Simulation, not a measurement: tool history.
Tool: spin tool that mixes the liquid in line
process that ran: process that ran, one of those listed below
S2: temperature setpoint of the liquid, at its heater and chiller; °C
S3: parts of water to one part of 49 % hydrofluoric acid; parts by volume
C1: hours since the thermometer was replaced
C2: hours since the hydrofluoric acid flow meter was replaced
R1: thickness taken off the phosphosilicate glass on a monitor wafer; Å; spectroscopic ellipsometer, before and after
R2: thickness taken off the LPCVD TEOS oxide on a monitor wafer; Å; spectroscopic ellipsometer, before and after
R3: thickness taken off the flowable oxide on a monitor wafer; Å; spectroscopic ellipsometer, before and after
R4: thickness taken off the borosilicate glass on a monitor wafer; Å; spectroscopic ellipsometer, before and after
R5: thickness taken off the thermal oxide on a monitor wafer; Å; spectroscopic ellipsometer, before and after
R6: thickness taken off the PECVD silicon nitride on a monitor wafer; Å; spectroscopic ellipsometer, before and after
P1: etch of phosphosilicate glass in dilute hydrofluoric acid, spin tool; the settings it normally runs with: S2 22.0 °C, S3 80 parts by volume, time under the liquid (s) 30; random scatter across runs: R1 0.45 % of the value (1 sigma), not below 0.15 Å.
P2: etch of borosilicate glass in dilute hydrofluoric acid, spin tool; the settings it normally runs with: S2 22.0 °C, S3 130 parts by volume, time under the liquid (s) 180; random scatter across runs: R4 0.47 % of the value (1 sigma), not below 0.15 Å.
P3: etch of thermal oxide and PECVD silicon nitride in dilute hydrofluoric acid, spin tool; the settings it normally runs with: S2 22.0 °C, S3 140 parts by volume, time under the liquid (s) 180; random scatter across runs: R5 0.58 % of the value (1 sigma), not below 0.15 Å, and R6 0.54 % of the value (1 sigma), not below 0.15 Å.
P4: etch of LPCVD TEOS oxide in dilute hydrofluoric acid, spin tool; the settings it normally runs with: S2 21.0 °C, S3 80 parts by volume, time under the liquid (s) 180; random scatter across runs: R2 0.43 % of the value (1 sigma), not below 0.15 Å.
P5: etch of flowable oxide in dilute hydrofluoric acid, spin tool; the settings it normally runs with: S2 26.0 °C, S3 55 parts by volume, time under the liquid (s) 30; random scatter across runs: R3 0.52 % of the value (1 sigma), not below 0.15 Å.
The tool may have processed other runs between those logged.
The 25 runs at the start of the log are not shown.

Run 26, day 6.683: process that ran P1, S2 22.0 °C, S3 80 parts by volume, time under the liquid (s) 30; C1 714.5; C2 468.2. Result: R1 381.83 Å.
Run 27, day 6.921: process that ran P2, S2 22.0 °C, S3 35 parts by volume, time under the liquid (s) 180; C1 720.2; C2 473.9. Result: R4 1051.20 Å.
Run 28, day 7.154: process that ran P1, S2 22.0 °C, S3 80 parts by volume, time under the liquid (s) 15; C1 725.8; C2 479.5. Result: R1 190.16 Å.
Run 29, day 7.317: process that ran P2, S2 17.0 °C, S3 130 parts by volume, time under the liquid (s) 180; C1 729.7; C2 483.4. Result: R4 207.49 Å.
Run 30, day 7.621: process that ran P2, S2 22.0 °C, S3 130 parts by volume, time under the liquid (s) 180; C1 737.0; C2 490.7. Result: R4 255.23 Å.
Run 31, day 7.950: process that ran P3, S2 22.0 °C, S3 140 parts by volume, time under the liquid (s) 180; C1 744.9; C2 498.6. Result: R5 52.300 Å, R6 46.222 Å.
Run 32, day 8.158: process that ran P1, S2 22.0 °C, S3 80 parts by volume, time under the liquid (s) 30; C1 749.9; C2 503.6. Result: R1 382.33 Å.
Run 33, day 8.371: process that ran P1, S2 22.0 °C, S3 80 parts by volume, time under the liquid (s) 30; C1 755.0; C2 508.7. Result: R1 367.75 Å.
Run 34, day 8.629: process that ran P1, S2 22.0 °C, S3 80 parts by volume, time under the liquid (s) 30; C1 761.2; C2 514.9. Result: R1 362.54 Å.
Run 35, day 8.800: process that ran P1, S2 22.0 °C, S3 80 parts by volume, time under the liquid (s) 30; C1 765.3; C2 519.0. Result: R1 353.99 Å.
Run 36, day 9.129: process that ran P1, S2 22.0 °C, S3 80 parts by volume, time under the liquid (s) 30; C1 773.2; C2 526.9. Result: R1 350.39 Å.

Run 37, settings as shown, results not yet in. Your forecast:
Run 37, day 9.362: process that ran P1, S2 22.0 °C, S3 80 parts by volume, time under the liquid (s) 30; C1 778.8; C2 532.5. Result: R1 ?.

Run 37 yielded R1 350.73 Å.
